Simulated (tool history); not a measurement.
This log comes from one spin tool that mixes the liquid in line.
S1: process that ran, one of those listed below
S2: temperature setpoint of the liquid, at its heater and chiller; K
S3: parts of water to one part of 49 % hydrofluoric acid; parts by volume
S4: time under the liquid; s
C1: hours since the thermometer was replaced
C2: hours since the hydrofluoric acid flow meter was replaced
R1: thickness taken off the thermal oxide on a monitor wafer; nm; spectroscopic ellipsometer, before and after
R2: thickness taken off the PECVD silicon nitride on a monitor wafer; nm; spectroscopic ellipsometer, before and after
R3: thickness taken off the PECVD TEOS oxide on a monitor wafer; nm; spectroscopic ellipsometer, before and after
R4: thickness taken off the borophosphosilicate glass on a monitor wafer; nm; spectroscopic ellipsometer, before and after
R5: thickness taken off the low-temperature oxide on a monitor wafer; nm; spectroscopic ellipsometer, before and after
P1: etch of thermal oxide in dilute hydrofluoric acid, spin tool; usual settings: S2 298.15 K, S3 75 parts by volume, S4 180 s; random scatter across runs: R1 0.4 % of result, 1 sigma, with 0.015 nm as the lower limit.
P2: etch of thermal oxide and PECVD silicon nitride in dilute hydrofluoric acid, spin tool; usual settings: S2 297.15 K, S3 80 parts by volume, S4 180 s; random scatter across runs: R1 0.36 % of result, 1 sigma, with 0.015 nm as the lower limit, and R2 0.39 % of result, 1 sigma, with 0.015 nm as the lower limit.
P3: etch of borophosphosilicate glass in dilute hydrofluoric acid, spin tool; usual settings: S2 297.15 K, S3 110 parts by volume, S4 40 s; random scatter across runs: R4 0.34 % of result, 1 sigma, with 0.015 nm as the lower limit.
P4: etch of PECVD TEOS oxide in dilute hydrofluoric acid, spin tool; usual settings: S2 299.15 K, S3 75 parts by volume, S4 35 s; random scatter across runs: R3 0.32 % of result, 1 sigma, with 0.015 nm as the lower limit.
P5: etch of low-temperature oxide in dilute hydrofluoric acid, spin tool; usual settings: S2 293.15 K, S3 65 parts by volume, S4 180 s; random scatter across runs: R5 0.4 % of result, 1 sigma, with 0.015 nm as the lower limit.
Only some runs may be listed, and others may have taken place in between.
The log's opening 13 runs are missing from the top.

Run 14, hour 168.1: S1 P3, S2 297.15 K, S3 110 parts by volume, S4 15 s; C1 1501.8; C2 803.7. Result: R4 7.7096 nm.
Run 15, hour 181.5: S1 P5, S2 293.15 K, S3 35 parts by volume, S4 180 s; C1 1515.2; C2 817.1. Result: R5 81.842 nm.
Run 16, hour 191.6: S1 P1, S2 306.15 K, S3 75 parts by volume, S4 180 s; C1 1525.3; C2 827.2. Result: R1 16.075 nm.
Run 17, hour 206.9: S1 P3, S2 297.15 K, S3 110 parts by volume, S4 40 s; C1 1540.6; C2 842.5. Result: R4 20.653 nm.
Run 18, hour 220.1: S1 P1, S2 298.15 K, S3 75 parts by volume, S4 355 s; C1 1553.8; C2 855.7. Result: R1 23.255 nm.
Run 19, hour 227.8: S1 P1, S2 298.15 K, S3 75 parts by volume, S4 180 s; C1 1561.5; C2 863.4. Result: R1 11.748 nm.
Run 20, hour 236.7: S1 P1, S2 298.15 K, S3 75 parts by volume, S4 180 s; C1 1570.4; C2 872.3. Result: R1 11.741 nm.
Run 21, hour 246.7: S1 P2, S2 301.15 K, S3 80 parts by volume, S4 180 s; C1 1580.4; C2 882.3. Result: R1 13.026 nm, R2 9.2732 nm.
Run 22, hour 258.2: S1 P2, S2 297.15 K, S3 145 parts by volume, S4 180 s; C1 1591.9; C2 893.8. Result: R1 5.7704 nm, R2 3.9406 nm.
Run 23, hour 269.5: S1 P1, S2 298.15 K, S3 125 parts by volume, S4 180 s; C1 1603.2; C2 905.1. Result: R1 6.6431 nm.
Run 24, hour 277: S1 P2, S2 297.15 K, S3 80 parts by volume, S4 335 s; C1 1610.7; C2 912.6. Result: R1 20.827 nm, R2 13.266 nm.
Run 25, hour 290.9: S1 P1, S2 298.15 K, S3 75 parts by volume, S4 75 s; C1 1624.6; C2 926.5. Result: R1 4.9205 nm.
Run 26, hour 303.9: S1 P5, S2 293.15 K, S3 65 parts by volume, S4 50 s; C1 1637.6; C2 939.5. Result: R5 11.882 nm.
Run 27, hour 317.4: S1 P3, S2 297.15 K, S3 60 parts by volume, S4 40 s; C1 1651.1; C2 953. Result: R4 40.469 nm.
Run 28, hour 324.8: S1 P5, S2 293.15 K, S3 65 parts by volume, S4 180 s; C1 1658.5; C2 960.4. Result: R5 42.451 nm.
Run 29, hour 337.2: S1 P1, S2 290.15 K, S3 75 parts by volume, S4 180 s; C1 1670.9; C2 972.8. Result: R1 8.4314 nm.
Run 30, hour 349.7: S1 P3, S2 303.65 K, S3 110 parts by volume, S4 40 s; C1 1683.4; C2 985.3. Result: R4 26.503 nm.

For run 31, what comes out?
Run 31, hour 360.9: S1 P1, S2 298.15 K, S3 75 parts by volume, S4 180 s; C1 1694.6; C2 996.5. Result: R1 ?.

R1: 11.749 nm
